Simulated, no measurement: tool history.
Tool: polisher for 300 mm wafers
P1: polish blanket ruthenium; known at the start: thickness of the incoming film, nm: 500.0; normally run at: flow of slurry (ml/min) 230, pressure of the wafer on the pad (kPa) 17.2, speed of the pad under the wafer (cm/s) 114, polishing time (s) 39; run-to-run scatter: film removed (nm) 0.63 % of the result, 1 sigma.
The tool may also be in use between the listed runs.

| run | hour | flow of slurry (ml/min) | pressure of the wafer on the pad (kPa) | speed of the pad under the wafer (cm/s) | polishing time (s) | wafers polished on this pad | hours since the slurry nozzle was cleaned | hours since the head pressure was calibrated | film removed (nm) |
|---|---|---|---|---|---|---|---|---|---|
| 1 | 7.5 | 230 | 17.2 | 114 | 39 | 650 | 117.6 | 155.5 | 71.934 |
| 2 | 13.9 | 230 | 17.2 | 56 | 39 | 704 | 124.0 | 161.9 | 35.486 |
| 3 | 17.7 | 230 | 23.4 | 54 | 39 | 736 | 127.8 | 165.7 | 46.206 |
| 4 | 24.4 | 230 | 17.2 | 114 | 39 | 792 | 134.5 | 172.4 | 71.239 |
| 5 | 28.1 | 230 | 17.2 | 114 | 39 | 823 | 138.2 | 176.1 | 72.702 |
| 6 | 34.9 | 315 | 17.2 | 114 | 23 | 880 | 145.0 | 182.9 | 43.669 |
| 7 | 38.5 | 230 | 17.2 | 114 | 39 | 911 | 148.6 | 186.5 | 71.798 |
| 8 | 45.3 | 305 | 17.2 | 114 | 39 | 968 | 155.4 | 193.3 | 74.232 |
| 9 | 49.8 | 230 | 7.6 | 114 | 39 | 1006 | 159.9 | 197.8 | 31.702 |
| 10 | 53.3 | 325 | 24.8 | 114 | 39 | 1035 | 163.4 | 201.3 | 108.050 |
| 11 | 57.6 | 230 | 24.1 | 114 | 39 | 1071 | 167.7 | 205.6 | 100.570 |
| 12 | 64.5 | 230 | 17.2 | 114 | 39 | 1129 | 174.6 | 212.5 | 71.632 |
| 13 | 69.9 | 230 | 17.2 | 114 | 60 | 1175 | 180.0 | 217.9 | 110.450 |
| 14 | 76.1 | 230 | 17.2 | 114 | 18 | 1227 | 186.2 | 224.1 | 33.244 |
|  | 79.6 | worn pad replaced by a new one |
| 15 | 80.5 | 230 | 17.2 | 176 | 39 | 8 | 190.6 | 228.5 | 111.320 |

Forecast run 16:
| 16 | 87.9 | 140 | 17.2 | 114 | 39 | 70 | 198.0 | 235.9 | ? |

{"run 16": {"film removed (nm)": 67.37}}

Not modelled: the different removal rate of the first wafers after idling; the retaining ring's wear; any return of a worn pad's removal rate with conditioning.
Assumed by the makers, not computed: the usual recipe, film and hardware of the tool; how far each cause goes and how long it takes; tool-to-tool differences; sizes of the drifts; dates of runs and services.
